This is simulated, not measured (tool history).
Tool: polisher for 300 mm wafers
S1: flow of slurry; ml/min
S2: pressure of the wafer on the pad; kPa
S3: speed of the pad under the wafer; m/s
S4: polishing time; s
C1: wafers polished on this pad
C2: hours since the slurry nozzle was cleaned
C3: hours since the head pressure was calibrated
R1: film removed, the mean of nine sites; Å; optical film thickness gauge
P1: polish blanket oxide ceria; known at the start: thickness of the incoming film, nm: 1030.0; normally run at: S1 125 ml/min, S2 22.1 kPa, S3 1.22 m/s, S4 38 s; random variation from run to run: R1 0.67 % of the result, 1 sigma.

run,hour,S1,S2,S3,S4,C1,C2,C3,R1
1,13.3,125,22.1,1.22,38,873,421.7,194.6,1902.9
2,29.7,125,22.1,1.22,38,1038,438.1,211,1920.5
3,46.9,125,27.6,1.22,38,1210,455.3,228.2,2371.8
4,63.7,125,22.1,1.22,38,1379,472.1,245,1891.1
5,73.1,125,22.1,1.22,38,1473,481.5,254.4,1907.8
6,82.6,125,22.1,1.22,24,1569,491,263.9,1202.9
7,95.8,95,22.1,1.22,38,1701,504.2,277.1,1781
8,108.6,125,10.3,1.22,38,1830,517,289.9,898.4
9,125,125,13.8,1.22,27,1994,533.4,306.3,850.92
10,141.3,125,22.1,0.7,38,2158,549.7,322.6,1106.9
11,158.8,165,22.1,1.22,38,2334,567.2,340.1,2010.1
12,166.6,125,22.1,1.22,38,2412,575,347.9,1891.1
13,182,125,22.1,1.22,38,2567,590.4,363.3,1926
14,191.2,125,22.1,1.78,38,2659,599.6,372.5,2796.4
# hour 201.8: worn pad replaced by a new one
15,207.8,125,22.1,1.22,38,60,616.2,389.1,1916.2
16,223.2,125,22.1,1.22,59,214,631.6,404.5,2999.4
17,240.1,125,22.1,1.22,38,384,648.5,421.4,1923.6
18,256.2,125,22.1,1.22,38,546,664.6,437.5,1842.3
19,264.8,125,22.1,1.22,38,632,673.2,446.1,1813.7
20,277.1,125,22.1,1.22,38,755,685.5,458.4,1767.8
# hour 284.9: worn pad replaced by a new one
21,294.6,125,22.1,1.22,38,98,703,475.9,1757.3
22,311.5,125,22.1,1.22,38,267,719.9,492.8,1771
23,320.6,125,22.1,1.22,38,359,729,501.9,1740
24,329,125,22.1,1.22,38,443,737.4,510.3,1750

What P1 gives has crept away from where it was. These 2 causes fit the log equally well, each at the size given:
A: head's pressure below its setpoint, % = 8.41
B: slurry flow missing at the pad, % = 30.7
The creep began at about hour 240.1.
Why every other cause is out:
removal rate lost through wear of the pad, %: serviced at hour 284.9, which brought nothing back

4 check runs are offered, each on 5 wafers whose results are averaged, their results left as question marks. Which one tells the causes apart?
check 1,337.4,125,15.2,1.22,59,,,,?
check 2,337.4,95,22.1,1.22,47,,,,?
check 3,337.4,125,15.9,1.22,38,,,,?
check 4,337.4,125,22.1,0.92,38,,,,?

What each check would give under each cause:
check,result,if A,if B
check 1,R1,1866.8,1866.7
check 2,R1,2030.9,1983.3
check 3,R1,1257,1256.9
check 4,R1,1318.8,1318.7
How far apart the two closest causes lie, in the result that separates them most: check 1 0.01 %; check 2 2.37 %; check 3 0.01 %; check 4 0.01 %
Only check 2 tells the causes apart: in the others they would give nearly the same result.

Check 2 was then run and gave: R1 2035.5 Å. Which cause is it?

It is A: head's pressure below its setpoint, %.
